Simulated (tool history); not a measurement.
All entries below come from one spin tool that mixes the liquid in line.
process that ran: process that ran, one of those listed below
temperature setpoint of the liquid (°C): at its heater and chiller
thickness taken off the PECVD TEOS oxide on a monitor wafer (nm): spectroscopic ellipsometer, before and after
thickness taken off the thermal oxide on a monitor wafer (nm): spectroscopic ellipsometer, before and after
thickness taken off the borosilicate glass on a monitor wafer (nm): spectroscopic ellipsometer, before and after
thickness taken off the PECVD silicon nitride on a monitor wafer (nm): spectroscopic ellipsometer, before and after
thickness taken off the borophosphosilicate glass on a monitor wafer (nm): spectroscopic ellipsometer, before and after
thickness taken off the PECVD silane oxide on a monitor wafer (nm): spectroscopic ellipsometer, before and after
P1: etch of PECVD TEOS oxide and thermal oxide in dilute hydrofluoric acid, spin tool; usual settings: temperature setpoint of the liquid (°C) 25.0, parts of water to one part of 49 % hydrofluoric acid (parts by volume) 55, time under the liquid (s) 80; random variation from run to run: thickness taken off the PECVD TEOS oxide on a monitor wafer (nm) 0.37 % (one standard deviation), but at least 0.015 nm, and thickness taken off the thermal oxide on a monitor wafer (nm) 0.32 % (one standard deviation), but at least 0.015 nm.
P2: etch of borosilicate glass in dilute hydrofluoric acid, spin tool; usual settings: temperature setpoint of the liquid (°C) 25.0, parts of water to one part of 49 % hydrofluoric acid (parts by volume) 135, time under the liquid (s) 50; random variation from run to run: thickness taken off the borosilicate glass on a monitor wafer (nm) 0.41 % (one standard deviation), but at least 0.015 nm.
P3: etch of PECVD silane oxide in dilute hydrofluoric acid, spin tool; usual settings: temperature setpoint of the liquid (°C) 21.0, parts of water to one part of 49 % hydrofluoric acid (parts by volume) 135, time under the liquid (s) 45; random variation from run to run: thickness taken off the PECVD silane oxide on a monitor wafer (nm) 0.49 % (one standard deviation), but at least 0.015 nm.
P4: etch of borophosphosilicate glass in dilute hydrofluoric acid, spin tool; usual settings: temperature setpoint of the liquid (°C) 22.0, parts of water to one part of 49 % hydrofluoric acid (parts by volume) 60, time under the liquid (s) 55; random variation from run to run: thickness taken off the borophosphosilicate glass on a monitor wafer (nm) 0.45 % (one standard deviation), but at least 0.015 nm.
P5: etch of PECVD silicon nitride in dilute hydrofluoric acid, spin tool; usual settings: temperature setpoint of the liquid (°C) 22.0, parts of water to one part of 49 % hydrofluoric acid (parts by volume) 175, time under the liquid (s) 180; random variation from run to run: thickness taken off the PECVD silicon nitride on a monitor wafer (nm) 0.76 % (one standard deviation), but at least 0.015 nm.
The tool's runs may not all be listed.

| run | hour | process that ran | temperature setpoint of the liquid (°C) | parts of water to one part of 49 % hydrofluoric acid (parts by volume) | time under the liquid (s) | thickness taken off the PECVD TEOS oxide on a monitor wafer (nm) | thickness taken off the thermal oxide on a monitor wafer (nm) | thickness taken off the borosilicate glass on a monitor wafer (nm) | thickness taken off the PECVD silicon nitride on a monitor wafer (nm) | thickness taken off the borophosphosilicate glass on a monitor wafer (nm) | thickness taken off the PECVD silane oxide on a monitor wafer (nm) |
|---|---|---|---|---|---|---|---|---|---|---|---|
| 1 | 11.3 | P1 | 25.0 | 55 | 80 | 15.8730 | 7.8604 |  |  |  |  |
| 2 | 28.1 | P2 | 25.0 | 135 | 50 |  |  | 10.4040 |  |  |  |
| 3 | 37.0 | P5 | 30.5 | 175 | 180 |  |  |  | 5.08850 |  |  |
| 4 | 47.0 | P5 | 22.0 | 30 | 180 |  |  |  | 16.94600 |  |  |
| 5 | 62.0 | P1 | 25.0 | 20 | 80 | 45.7420 | 22.8620 |  |  |  |  |
| 6 | 78.7 | P1 | 25.0 | 55 | 80 | 15.9230 | 7.8672 |  |  |  |  |
| 7 | 93.9 | P2 | 25.0 | 135 | 20 |  |  | 4.1942 |  |  |  |
| 8 | 103.3 | P1 | 25.0 | 55 | 165 | 32.8000 | 16.3480 |  |  |  |  |
| 9 | 113.5 | P4 | 22.0 | 60 | 55 |  |  |  |  | 52.941 |  |
| 10 | 122.4 | P3 | 21.0 | 135 | 45 |  |  |  |  |  | 7.5371 |
| 11 | 130.6 | P1 | 18.0 | 55 | 80 | 11.8400 | 5.9232 |  |  |  |  |
| 12 | 138.6 | P4 | 28.5 | 60 | 55 |  |  |  |  | 68.938 |  |
| 13 | 147.4 | P1 | 25.0 | 80 | 15 | 1.9613 | 1.0016 |  |  |  |  |
|  | 149.9 | hydrofluoric acid flow meter replaced |
| 14 | 159.1 | P1 | 25.0 | 55 | 40 | 7.9332 | 3.9811 |  |  |  |  |
| 15 | 172.4 | P1 | 25.0 | 55 | 80 | 15.8470 | 7.8865 |  |  |  |  |
| 16 | 189.2 | P3 | 21.0 | 135 | 20 |  |  |  |  |  | 3.3490 |
| 17 | 198.8 | P1 | 25.0 | 55 | 80 | 15.8990 | 7.8388 |  |  |  |  |
| 18 | 212.0 | P5 | 22.0 | 175 | 30 |  |  |  | 0.48631 |  |  |
| 19 | 228.6 | P2 | 25.0 | 135 | 50 |  |  | 10.3710 |  |  |  |
| 20 | 243.7 | P1 | 29.5 | 80 | 80 | 12.6220 | 6.2619 |  |  |  |  |
| 21 | 255.0 | P1 | 25.0 | 55 | 80 | 15.8020 | 7.9115 |  |  |  |  |
| 22 | 262.5 | P1 | 21.0 | 20 | 80 | 38.7600 | 19.3130 |  |  |  |  |
| 23 | 271.5 | P1 | 31.0 | 55 | 80 | 20.1020 | 10.0560 |  |  |  |  |
| 24 | 278.8 | P5 | 22.0 | 175 | 180 |  |  |  | 3.00230 |  |  |
| 25 | 294.9 | P3 | 17.0 | 135 | 45 |  |  |  |  |  | 6.3642 |
|  | 309.2 | thermometer replaced |
| 26 | 309.7 | P4 | 22.0 | 60 | 15 |  |  |  |  | 14.512 |  |
| 27 | 319.6 | P2 | 30.5 | 135 | 50 |  |  | 12.8250 |  |  |  |
| 28 | 331.7 | P3 | 21.0 | 65 | 45 |  |  |  |  |  | 16.7810 |
| 29 | 340.5 | P1 | 25.0 | 95 | 80 | 8.7041 | 4.3906 |  |  |  |  |
| 30 | 354.9 | P2 | 25.0 | 200 | 50 |  |  | 6.5276 |  |  |  |
| 31 | 363.8 | P4 | 22.0 | 25 | 55 |  |  |  |  | 132.240 |  |
| 32 | 377.3 | P1 | 25.0 | 55 | 80 | 15.7940 | 7.9535 |  |  |  |  |
| 33 | 393.8 | P4 | 22.0 | 60 | 55 |  |  |  |  | 53.084 |  |
| 34 | 410.3 | P1 | 25.0 | 55 | 80 | 15.9120 | 7.9413 |  |  |  |  |
| 35 | 418.2 | P1 | 25.0 | 55 | 80 | 15.7090 | 7.8216 |  |  |  |  |
| 36 | 432.5 | P1 | 25.0 | 55 | 80 | 15.2060 | 7.6021 |  |  |  |  |
| 37 | 443.9 | P1 | 25.0 | 55 | 80 | 15.0250 | 7.5358 |  |  |  |  |
| 38 | 457.7 | P1 | 25.0 | 55 | 80 | 14.8920 | 7.4729 |  |  |  |  |
| 39 | 468.5 | P1 | 25.0 | 55 | 80 | 14.8780 | 7.4027 |  |  |  |  |
| 40 | 483.9 | P1 | 25.0 | 55 | 80 | 14.6870 | 7.3307 |  |  |  |  |
| 41 | 499.8 | P1 | 25.0 | 55 | 80 | 14.6940 | 7.3595 |  |  |  |  |
| 42 | 508.1 | P1 | 25.0 | 55 | 80 | 14.6440 | 7.3064 |  |  |  |  |
| 43 | 523.6 | P1 | 25.0 | 55 | 80 | 14.7050 | 7.3313 |  |  |  |  |
| 44 | 533.3 | P1 | 25.0 | 55 | 80 | 14.6280 | 7.2917 |  |  |  |  |
| 45 | 547.6 | P1 | 25.0 | 55 | 80 | 14.6040 | 7.2520 |  |  |  |  |

The output of P1 has drifted from where it used to be. Each of the 2 causes below, taken at the size shown beside it, accounts for the log equally well:
A: liquid colder than its thermometer reads (K) = 2.02
B: hydrofluoric acid flow below the setpoint (%) = 7.37
The process output started creeping at around hour 410.3.

Of the 4 check runs listed below, each run on one wafer and each result written as a question mark, which would let you distinguish the listed causes because they would give clearly different results?
| check 1 | 561.9 | P3 | 17.0 | 135 | 45 |  |  |  |  |  | ? |
| check 2 | 561.9 | P4 | 22.0 | 30 | 55 |  |  |  |  | ? |  |
| check 3 | 561.9 | P5 | 22.0 | 35 | 45 |  |  |  | ? |  |  |
| check 4 | 561.9 | P2 | 25.0 | 175 | 20 |  |  | ? |  |  |  |

How each check would come out, cause by cause:
| check | result | if A | if B |
|---|---|---|---|
| check 1 | thickness taken off the PECVD silane oxide on a monitor wafer (nm) | 5.8449 | 5.8287 |
| check 2 | thickness taken off the borophosphosilicate glass on a monitor wafer (nm) | 100.890 | 101.570 |
| check 3 | thickness taken off the PECVD silicon nitride on a monitor wafer (nm) | 3.15900 | 3.37520 |
| check 4 | thickness taken off the borosilicate glass on a monitor wafer (nm) | 2.8466 | 2.8007 |
Distance between the nearest two causes, measured in the result of the check that separates them most: check 1 0.28 %; check 2 0.67 %; check 3 6.62 %; check 4 1.63 %
The causes can be told apart only by check 3. The other checks would give nearly the same results under each of them.

Here is what check 3 returned: thickness taken off the PECVD silicon nitride on a monitor wafer (nm) 3.38600. Which cause is it?

Of the candidate causes, it is B: hydrofluoric acid flow below the setpoint (%).
